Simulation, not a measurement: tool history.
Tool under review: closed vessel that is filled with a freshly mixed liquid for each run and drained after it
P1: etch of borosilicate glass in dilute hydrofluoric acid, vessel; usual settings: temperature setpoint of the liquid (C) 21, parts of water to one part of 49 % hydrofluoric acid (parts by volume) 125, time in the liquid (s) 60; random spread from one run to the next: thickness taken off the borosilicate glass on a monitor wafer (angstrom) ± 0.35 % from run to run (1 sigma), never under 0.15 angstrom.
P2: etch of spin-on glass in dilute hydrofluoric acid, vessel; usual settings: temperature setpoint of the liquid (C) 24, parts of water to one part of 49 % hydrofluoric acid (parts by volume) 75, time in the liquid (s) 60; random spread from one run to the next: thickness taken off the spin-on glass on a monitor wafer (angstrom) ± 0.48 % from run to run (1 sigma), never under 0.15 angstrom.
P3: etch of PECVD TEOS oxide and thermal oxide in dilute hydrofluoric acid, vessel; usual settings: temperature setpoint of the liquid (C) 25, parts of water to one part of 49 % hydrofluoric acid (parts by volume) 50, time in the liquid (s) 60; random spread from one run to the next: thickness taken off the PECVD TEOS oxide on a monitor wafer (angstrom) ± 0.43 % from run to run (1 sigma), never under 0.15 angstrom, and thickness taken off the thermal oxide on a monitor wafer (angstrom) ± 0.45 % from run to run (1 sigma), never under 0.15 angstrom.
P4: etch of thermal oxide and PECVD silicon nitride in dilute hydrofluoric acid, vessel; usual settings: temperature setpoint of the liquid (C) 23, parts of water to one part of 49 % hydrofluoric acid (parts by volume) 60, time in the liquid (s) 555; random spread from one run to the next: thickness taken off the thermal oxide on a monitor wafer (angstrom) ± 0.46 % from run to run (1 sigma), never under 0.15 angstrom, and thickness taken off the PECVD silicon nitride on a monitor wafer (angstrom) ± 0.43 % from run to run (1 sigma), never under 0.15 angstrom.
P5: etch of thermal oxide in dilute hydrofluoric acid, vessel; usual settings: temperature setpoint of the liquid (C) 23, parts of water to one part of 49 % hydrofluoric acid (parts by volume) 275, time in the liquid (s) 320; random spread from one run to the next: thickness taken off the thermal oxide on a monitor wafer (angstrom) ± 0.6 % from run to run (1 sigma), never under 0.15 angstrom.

run	day	process that ran	temperature setpoint of the liquid (C)	parts of water to one part of 49 % hydrofluoric acid (parts by volume)	time in the liquid (s)	thickness taken off the borosilicate glass on a monitor wafer (angstrom)	thickness taken off the PECVD TEOS oxide on a monitor wafer (angstrom)	thickness taken off the thermal oxide on a monitor wafer (angstrom)	thickness taken off the PECVD silicon nitride on a monitor wafer (angstrom)	thickness taken off the spin-on glass on a monitor wafer (angstrom)
1	0.733	P1	21	125	60	116.22				
2	1.354	P1	21	125	35	67.749				
3	1.842	P3	25	50	60		150.89	61.231		
4	2.604	P1	21	125	60	116.14				
5	3.108	P4	23	60	555			450.54	149.76	
6	3.879	P3	25	20	60		388.84	159.98		
7	4.625	P1	21	225	60	58.238				
8	5.221	P1	17	125	60	98.77				
9	5.842	P3	25	50	110		273.76	110.93		
10	6.554	P2	24	125	60					191.9
11	7.25	P4	23	30	555			929.14	294.98	
12	7.658	P5	23	130	320			109.31		
13	8.167	P5	17	275	320			35.475		
14	8.521	P1	21	180	85	107.61				
15	9.267	P1	26.5	125	60	143.46				
16	9.988	P4	23	60	130			105.34	34.82	
17	10.767	P2	20.5	75	60					297.04
18	11.442	P2	24	75	60					339.73
19	12.033	P1	21	125	95	184.29				
20	12.725	P4	17.5	60	555			355.85	101.81	
21	13.112	P3	32	50	60		199.2	79.889		
22	13.588	P5	23	275	320			45.101		
23	13.975	P1	21	75	60	205.26				
24	14.712	P2	24	75	30					171.94
25	15.079	P4	23	60	555			449.2	149.11	
26	15.646	P5	23	275	120			17.183		
27	16.196	P1	21	125	60	116.12				
28	16.683	P1	21	125	60	116.49				
29	17.158	P1	21	125	60	115.31				
30	17.708	P1	21	125	60	115.31				
31	18.417	P1	21	125	60	112.2				
32	18.9	P1	21	125	60	110.15				
33	19.338	P1	21	125	60	108.36				
34	19.846	P1	21	125	60	108.82				
35	20.558	P1	21	125	60	107.17				
36	21.292	P1	21	125	60	107.21				
37	21.962	P1	21	125	60	105.68				
38	22.429	P1	21	125	60	105.9				
39	22.942	P1	21	125	60	107				

The log shows P1 creeping away from where it was. Any of the 2 causes listed here, at the size stated for it, fits the log just as well as the others:
A: liquid colder than its thermometer reads (K) = 2.15
B: hydrofluoric acid flow below the setpoint (%) = 7.32
The process output started creeping at around day 17.708.

4 check runs are offered, one wafer each, their results left as question marks. Which one tells the causes apart?
check 1	23.454	P3	29.5	50	60		?	?		
check 2	23.454	P2	24	115	60					?
check 3	23.454	P5	18.5	275	135			?		
check 4	23.454	P4	23	60	150			?	?	

What every check run would give for each of its results, assuming each possible cause in turn:
check	result	if A	if B
check 1	thickness taken off the PECVD TEOS oxide on a monitor wafer (angstrom)	164.69	165.25
check 1	thickness taken off the thermal oxide on a monitor wafer (angstrom)	67.151	67.381
check 2	thickness taken off the spin-on glass on a monitor wafer (angstrom)	194.81	194.47
check 3	thickness taken off the thermal oxide on a monitor wafer (angstrom)	14.713	14.524
check 4	thickness taken off the thermal oxide on a monitor wafer (angstrom)	110.72	111.53
check 4	thickness taken off the PECVD silicon nitride on a monitor wafer (angstrom)	34.913	37.522
Minimum pairwise separation of causes per check, each pair taken at its best-separating result: check 1 0.34 %; check 2 0.17 %; check 3 1.3 %; check 4 7.21 %
Check 4 tells the causes apart: in the others they would give nearly the same result.

Check 4 has now been run. It gave: thickness taken off the thermal oxide on a monitor wafer (angstrom) 111.38; thickness taken off the PECVD silicon nitride on a monitor wafer (angstrom) 37.316. Which of the candidate causes is it?

It was cause B: hydrofluoric acid flow below the setpoint (%).
